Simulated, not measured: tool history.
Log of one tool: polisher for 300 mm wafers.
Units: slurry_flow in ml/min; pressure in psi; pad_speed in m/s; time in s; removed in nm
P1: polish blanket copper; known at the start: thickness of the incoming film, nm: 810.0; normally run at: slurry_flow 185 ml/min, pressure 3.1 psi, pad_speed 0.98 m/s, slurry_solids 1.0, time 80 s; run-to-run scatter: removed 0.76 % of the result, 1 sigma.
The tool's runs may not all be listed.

{"run": 1, "hour": 6.8, "slurry_flow": 185, "pressure": 3.1, "pad_speed": 0.98, "slurry_solids": 1.0, "time": 80, "removed": 253.66}
{"run": 2, "hour": 10.7, "slurry_flow": 185, "pressure": 3.1, "pad_speed": 0.98, "slurry_solids": 1.0, "time": 80, "removed": 251.43}
{"run": 3, "hour": 17.5, "slurry_flow": 185, "pressure": 3.1, "pad_speed": 0.98, "slurry_solids": 0.7, "time": 80, "removed": 238.8}
{"run": 4, "hour": 22.6, "slurry_flow": 185, "pressure": 3.1, "pad_speed": 0.54, "slurry_solids": 1.0, "time": 80, "removed": 139.57}
{"run": 5, "hour": 27.2, "slurry_flow": 185, "pressure": 3.1, "pad_speed": 0.98, "slurry_solids": 1.5, "time": 80, "removed": 274.93}
{"run": 6, "hour": 31.0, "slurry_flow": 245, "pressure": 3.1, "pad_speed": 0.98, "slurry_solids": 1.0, "time": 80, "removed": 260.79}
{"run": 7, "hour": 37.8, "slurry_flow": 110, "pressure": 3.1, "pad_speed": 0.98, "slurry_solids": 1.0, "time": 80, "removed": 227.55}
{"run": 8, "hour": 44.2, "slurry_flow": 185, "pressure": 3.1, "pad_speed": 0.98, "slurry_solids": 1.0, "time": 80, "removed": 251.36}
{"run": 9, "hour": 49.4, "slurry_flow": 185, "pressure": 2.1, "pad_speed": 0.98, "slurry_solids": 1.4, "time": 80, "removed": 183.46}
{"run": 10, "hour": 55.2, "slurry_flow": 185, "pressure": 3.1, "pad_speed": 0.98, "slurry_solids": 1.0, "time": 80, "removed": 251.3}
{"run": 11, "hour": 60.2, "slurry_flow": 185, "pressure": 3.1, "pad_speed": 0.98, "slurry_solids": 0.7, "time": 61, "removed": 176.79}
{"run": 12, "hour": 67.1, "slurry_flow": 185, "pressure": 4.7, "pad_speed": 0.98, "slurry_solids": 1.0, "time": 80, "removed": 382.26}
{"run": 13, "hour": 71.8, "slurry_flow": 185, "pressure": 3.1, "pad_speed": 0.98, "slurry_solids": 1.0, "time": 117, "removed": 370.93}
{"run": 14, "hour": 77.5, "slurry_flow": 185, "pressure": 1.4, "pad_speed": 0.98, "slurry_solids": 1.0, "time": 80, "removed": 116.01}
{"run": 15, "hour": 84.6, "slurry_flow": 235, "pressure": 1.8, "pad_speed": 0.98, "slurry_solids": 1.0, "time": 80, "removed": 152.26}
{"run": 16, "hour": 91.0, "slurry_flow": 185, "pressure": 3.1, "pad_speed": 1.46, "slurry_solids": 1.0, "time": 80, "removed": 371.79}
{"run": 17, "hour": 98.1, "slurry_flow": 185, "pressure": 3.1, "pad_speed": 0.98, "slurry_solids": 1.0, "time": 41, "removed": 130.22}

Forecast run 18:
{"run": 18, "hour": 102.5, "slurry_flow": 185, "pressure": 3.1, "pad_speed": 0.98, "slurry_solids": 1.0, "time": 80, "removed": "?"}

Run 18 gave removed 254.12 nm.
